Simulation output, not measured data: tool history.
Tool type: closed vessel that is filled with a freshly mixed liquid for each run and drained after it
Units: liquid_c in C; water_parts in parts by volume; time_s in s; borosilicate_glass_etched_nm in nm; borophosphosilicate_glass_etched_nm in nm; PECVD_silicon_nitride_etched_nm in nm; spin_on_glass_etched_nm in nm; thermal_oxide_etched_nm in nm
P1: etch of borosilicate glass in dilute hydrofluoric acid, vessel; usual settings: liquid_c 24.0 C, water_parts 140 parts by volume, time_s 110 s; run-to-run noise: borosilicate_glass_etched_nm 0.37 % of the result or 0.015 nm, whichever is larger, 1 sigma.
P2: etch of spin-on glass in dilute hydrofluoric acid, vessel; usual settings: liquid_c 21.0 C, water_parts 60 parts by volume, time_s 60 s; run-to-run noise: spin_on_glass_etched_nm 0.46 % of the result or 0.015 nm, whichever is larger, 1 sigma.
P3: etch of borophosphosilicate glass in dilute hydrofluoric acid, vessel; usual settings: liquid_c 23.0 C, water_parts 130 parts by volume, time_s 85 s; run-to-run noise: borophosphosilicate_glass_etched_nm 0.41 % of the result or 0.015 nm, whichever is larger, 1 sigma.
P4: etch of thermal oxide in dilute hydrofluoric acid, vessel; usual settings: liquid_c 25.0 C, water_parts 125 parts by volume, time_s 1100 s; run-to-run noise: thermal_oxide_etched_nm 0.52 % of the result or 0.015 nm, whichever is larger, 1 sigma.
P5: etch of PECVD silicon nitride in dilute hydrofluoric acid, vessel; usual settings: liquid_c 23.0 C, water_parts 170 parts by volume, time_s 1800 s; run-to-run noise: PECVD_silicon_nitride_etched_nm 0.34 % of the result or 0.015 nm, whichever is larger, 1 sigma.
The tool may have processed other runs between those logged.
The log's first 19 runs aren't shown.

run   hour  process  liquid_c  water_parts  time_s  hours since the thermometer was replaced  hours since the hydrofluoric acid flow meter was replaced  borosilicate_glass_etched_nm  borophosphosilicate_glass_etched_nm  PECVD_silicon_nitride_etched_nm  spin_on_glass_etched_nm  thermal_oxide_etched_nm
 20   84.7       P2      17.0           60      60                                     296.6                                                      721.1                                                                                                                       24.025
 21   89.6       P1      24.0           50     110                                     301.5                                                      726.0                      103.3000
 22   93.3       P2      21.0           60      60                                     305.2                                                      729.7                                                                                                                       28.534
 23   97.2       P4      25.0           55    1100                                     309.1                                                      733.6                                                                                                                                               101.810
 24  102.5       P1      24.0          140     195                                     314.4                                                      738.9                       58.3660
 25  105.5       P1      24.0          140      30                                     317.4                                                      741.9                        8.9945
 26  110.7       P4      20.0          125    1100                                     322.6                                                      747.1                                                                                                                                                33.283
 27  115.5       P1      24.0          140     110                                     327.4                                                      751.9                       33.0190
 28  119.9       P1      30.0          140     110                                     331.8                                                      756.3                       41.2100
 29  124.4       P1      24.0          140     110                                     336.3                                                      760.8                       33.0450
 30  130.0       P1      24.0          140     110                                     341.9                                                      766.4                       33.1040
 31  133.1       P1      24.0          140     110                                     345.0                                                      769.5                       33.2010
 32  138.3       P1      24.0          140     110                                     350.2                                                      774.7                       32.9410
 33  142.7       P1      24.0          140     110                                     354.6                                                      779.1                       33.0050
 34  146.9       P1      24.0          140     110                                     358.8                                                      783.3                       32.1040
 35  150.5       P1      24.0          140     110                                     362.4                                                      786.9                       31.4620
 36  153.4       P1      24.0          140     110                                     365.3                                                      789.8                       31.4380
 37  157.3       P1      24.0          140     110                                     369.2                                                      793.7                       31.1560
 38  161.8       P1      24.0          140     110                                     373.7                                                      798.2                       31.0260
 39  164.6       P1      24.0          140     110                                     376.5                                                      801.0                       31.0840

Expected results for the next run?
 40  168.8       P1      24.0          140     110                                     380.7                                                      805.2                             ?

Run 40 produced borosilicate_glass_etched_nm 30.9180 nm.

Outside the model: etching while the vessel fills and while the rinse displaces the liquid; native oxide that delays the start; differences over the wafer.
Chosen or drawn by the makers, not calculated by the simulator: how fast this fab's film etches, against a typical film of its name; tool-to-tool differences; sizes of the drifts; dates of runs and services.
